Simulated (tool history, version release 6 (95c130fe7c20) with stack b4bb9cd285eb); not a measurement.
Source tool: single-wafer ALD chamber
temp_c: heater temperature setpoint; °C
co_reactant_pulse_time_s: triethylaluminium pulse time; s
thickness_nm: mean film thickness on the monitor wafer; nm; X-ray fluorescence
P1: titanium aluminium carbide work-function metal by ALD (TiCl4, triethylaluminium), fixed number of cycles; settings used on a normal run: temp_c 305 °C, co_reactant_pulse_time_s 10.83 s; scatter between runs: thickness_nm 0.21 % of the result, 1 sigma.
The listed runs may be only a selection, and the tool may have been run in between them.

run 1 day=0.433 | temp_c=305 co_reactant_pulse_time_s=10.83 | thickness_nm=2.0706
run 2 day=1.129 | temp_c=329 co_reactant_pulse_time_s=10.83 | thickness_nm=2.2876
run 3 day=1.85 | temp_c=284 co_reactant_pulse_time_s=10.83 | thickness_nm=1.8853
-- day=1.942 thermocouple changed; heater temperature recalibrated
run 4 day=2.567 | temp_c=305 co_reactant_pulse_time_s=16.03 | thickness_nm=2.1126
run 5 day=2.933 | temp_c=305 co_reactant_pulse_time_s=10.83 | thickness_nm=2.0694
run 6 day=3.571 | temp_c=305 co_reactant_pulse_time_s=10.83 | thickness_nm=2.0747
run 7 day=4.162 | temp_c=305 co_reactant_pulse_time_s=4.31 | thickness_nm=1.6392
run 8 day=4.775 | temp_c=317 co_reactant_pulse_time_s=6.88 | thickness_nm=2.0183
run 9 day=5.462 | temp_c=305 co_reactant_pulse_time_s=10.83 | thickness_nm=2.0694
run 10 day=6.138 | temp_c=305 co_reactant_pulse_time_s=10.83 | thickness_nm=2.0703
run 11 day=6.804 | temp_c=305 co_reactant_pulse_time_s=10.83 | thickness_nm=2.0748
run 12 day=7.35 | temp_c=305 co_reactant_pulse_time_s=10.83 | thickness_nm=2.048
run 13 day=7.758 | temp_c=305 co_reactant_pulse_time_s=10.83 | thickness_nm=2.0453
run 14 day=8.246 | temp_c=305 co_reactant_pulse_time_s=10.83 | thickness_nm=2.0322
run 15 day=8.646 | temp_c=305 co_reactant_pulse_time_s=10.83 | thickness_nm=2.0363
run 16 day=9.271 | temp_c=305 co_reactant_pulse_time_s=10.83 | thickness_nm=2.0274
run 17 day=9.888 | temp_c=305 co_reactant_pulse_time_s=10.83 | thickness_nm=2.0186
run 18 day=10.375 | temp_c=305 co_reactant_pulse_time_s=10.83 | thickness_nm=2.0237
run 19 day=10.908 | temp_c=305 co_reactant_pulse_time_s=10.83 | thickness_nm=2.026

P1 no longer gives what it gave before; its output has crept away from where it was. The following 2 causes, each at its listed size, fit the log equally well:
A: triethylaluminium dose below that of a fresh bottle (%) = 17.9
B: wafer temperature below the value expected at the setpoint (K) = 5.46
The creep began at about day 6.804.

Question marks stand in for the results of the 4 check runs listed below, each run on one wafer. Under which run would the listed causes show clearly different results?
run check 1 day=11.442 | temp_c=327 co_reactant_pulse_time_s=10.83 | thickness_nm=?
run check 2 day=11.442 | temp_c=305 co_reactant_pulse_time_s=5.44 | thickness_nm=?
run check 3 day=11.442 | temp_c=318 co_reactant_pulse_time_s=10.83 | thickness_nm=?
run check 4 day=11.442 | temp_c=287 co_reactant_pulse_time_s=10.83 | thickness_nm=?

Expected result of each check under each candidate cause:
check=check_1 result=thickness_nm if_A=2.2149 if_B=2.2187
check=check_2 result=thickness_nm if_A=1.6672 if_B=1.7552
check=check_3 result=thickness_nm if_A=2.1361 if_B=2.1383
check=check_4 result=thickness_nm if_A=1.8689 if_B=1.8661
Smallest distance between any two causes, each pair judged by its most separating result, in per cent: check 1 0.17 %; check 2 5.14 %; check 3 0.1 %; check 4 0.15 %
Of the check runs offered, only check 2 discriminates between the causes; the rest would read about the same regardless of which cause applies.

The results of check 2 are: thickness_nm 1.7586 nm. Based on these, which of the listed causes is it?

It was cause B: wafer temperature below the value expected at the setpoint (K).
